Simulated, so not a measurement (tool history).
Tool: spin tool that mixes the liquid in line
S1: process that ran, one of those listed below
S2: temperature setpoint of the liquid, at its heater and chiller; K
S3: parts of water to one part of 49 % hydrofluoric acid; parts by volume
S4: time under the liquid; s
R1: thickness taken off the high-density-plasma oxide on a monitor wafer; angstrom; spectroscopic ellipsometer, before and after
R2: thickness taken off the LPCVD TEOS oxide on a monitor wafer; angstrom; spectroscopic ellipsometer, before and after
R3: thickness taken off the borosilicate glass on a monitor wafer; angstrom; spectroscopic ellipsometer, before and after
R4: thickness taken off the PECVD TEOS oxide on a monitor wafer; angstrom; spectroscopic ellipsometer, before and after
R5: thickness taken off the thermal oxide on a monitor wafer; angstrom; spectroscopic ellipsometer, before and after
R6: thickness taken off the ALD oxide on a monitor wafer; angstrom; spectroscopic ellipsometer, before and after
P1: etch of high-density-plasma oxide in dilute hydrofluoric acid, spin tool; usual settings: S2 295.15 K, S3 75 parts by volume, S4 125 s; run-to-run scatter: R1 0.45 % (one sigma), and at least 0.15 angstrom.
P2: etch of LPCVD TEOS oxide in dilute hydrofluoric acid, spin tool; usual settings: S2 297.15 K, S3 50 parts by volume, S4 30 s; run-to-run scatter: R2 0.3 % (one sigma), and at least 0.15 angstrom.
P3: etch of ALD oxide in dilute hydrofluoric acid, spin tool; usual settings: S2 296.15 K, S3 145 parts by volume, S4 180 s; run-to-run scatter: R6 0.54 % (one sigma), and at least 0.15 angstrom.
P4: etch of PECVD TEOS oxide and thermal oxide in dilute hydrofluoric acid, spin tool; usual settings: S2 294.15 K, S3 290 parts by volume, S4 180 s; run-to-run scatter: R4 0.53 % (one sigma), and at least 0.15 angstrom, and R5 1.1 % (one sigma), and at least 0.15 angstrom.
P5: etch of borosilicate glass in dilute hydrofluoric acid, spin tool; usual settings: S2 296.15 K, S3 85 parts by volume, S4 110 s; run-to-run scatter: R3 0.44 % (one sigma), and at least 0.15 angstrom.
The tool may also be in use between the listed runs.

run	hour	S1	S2	S3	S4	R1	R2	R3	R4	R5	R6
1	5.1	P1	295.15	75	125	96.198					
2	12.4	P2	297.15	20	30		383.750				
3	18.1	P1	295.15	75	125	95.711					
4	24.7	P5	290.15	85	110			227.630			
5	32.1	P1	295.15	75	125	96.007					
6	41.0	P4	294.15	290	310				203.650	36.1790	
7	50.0	P3	296.15	145	325						270.62
8	56.6	P1	295.15	115	235	112.270					
9	61.7	P1	295.15	110	125	62.594					
10	67.8	P5	296.15	125	110			187.850			
11	73.3	P1	295.15	25	125	305.450					
12	82.2	P3	290.15	145	180						117.64
13	91.5	P3	296.15	30	180						835.91
14	100.1	P5	296.15	85	110			288.390			
15	110.1	P4	294.15	290	180				117.870	21.2920	
16	116.6	P1	295.15	75	125	95.902					
17	122.2	P1	295.15	75	125	95.489					
18	131.3	P1	290.15	75	125	76.727					
19	138.2	P1	295.15	75	235	179.190					
20	146.7	P2	305.15	50	30		202.150				
21	154.1	P2	297.15	50	15		73.305				
22	162.8	P3	296.15	145	180						148.97
23	168.0	P4	294.15	530	180				52.875	9.2363	
24	173.7	P4	302.15	290	180				154.470	27.9130	
25	179.1	P2	297.15	50	30		146.630				
26	187.3	P5	296.15	85	25			66.628			
27	196.1	P1	299.15	75	125	111.070					
28	203.8	P1	295.15	75	15	11.347					
29	211.8	P1	295.15	75	125	96.197					
30	220.0	P1	295.15	75	125	99.010					
31	228.8	P1	295.15	75	125	100.340					
32	237.3	P1	295.15	75	125	102.050					
33	242.1	P1	295.15	75	125	102.070					
34	249.2	P1	295.15	75	125	102.510					
35	256.3	P1	295.15	75	125	101.490					
36	264.8	P1	295.15	75	125	102.090					

What P1 gives has crept away from where it was. These 2 causes fit the log equally well, each at the size given:
A: liquid hotter than its thermometer reads (K) = 1.78
B: hydrofluoric acid flow above the setpoint (%) = 6.86
The creep began at about hour 211.8.

4 check runs are offered, each on 2 wafers whose results are averaged, their results left as question marks. Which one tells the causes apart?
check 1	273.3	P5	296.15	125	110			?			
check 2	273.3	P4	294.15	440	180				?	?	
check 3	273.3	P2	304.15	50	15		?				
check 4	273.3	P3	290.15	55	180						?

What each check would give under each cause:
check	result	if A	if B
check 1	R3	202.110	203.380
check 2	R4	72.020	74.269
check 2	R5	13.0220	13.4280
check 3	R2	103.930	104.200
check 4	R6	366.65	364.32
How far apart the two closest causes lie, in the result that separates them most: check 1 0.63 %; check 2 3.08 %; check 3 0.26 %; check 4 0.64 %
Only check 2 tells the causes apart: in the others they would give nearly the same result.

Check 2 was then run and gave: R4 74.319 angstrom; R5 13.4580 angstrom. Which cause is it?

It is B: hydrofluoric acid flow above the setpoint (%).

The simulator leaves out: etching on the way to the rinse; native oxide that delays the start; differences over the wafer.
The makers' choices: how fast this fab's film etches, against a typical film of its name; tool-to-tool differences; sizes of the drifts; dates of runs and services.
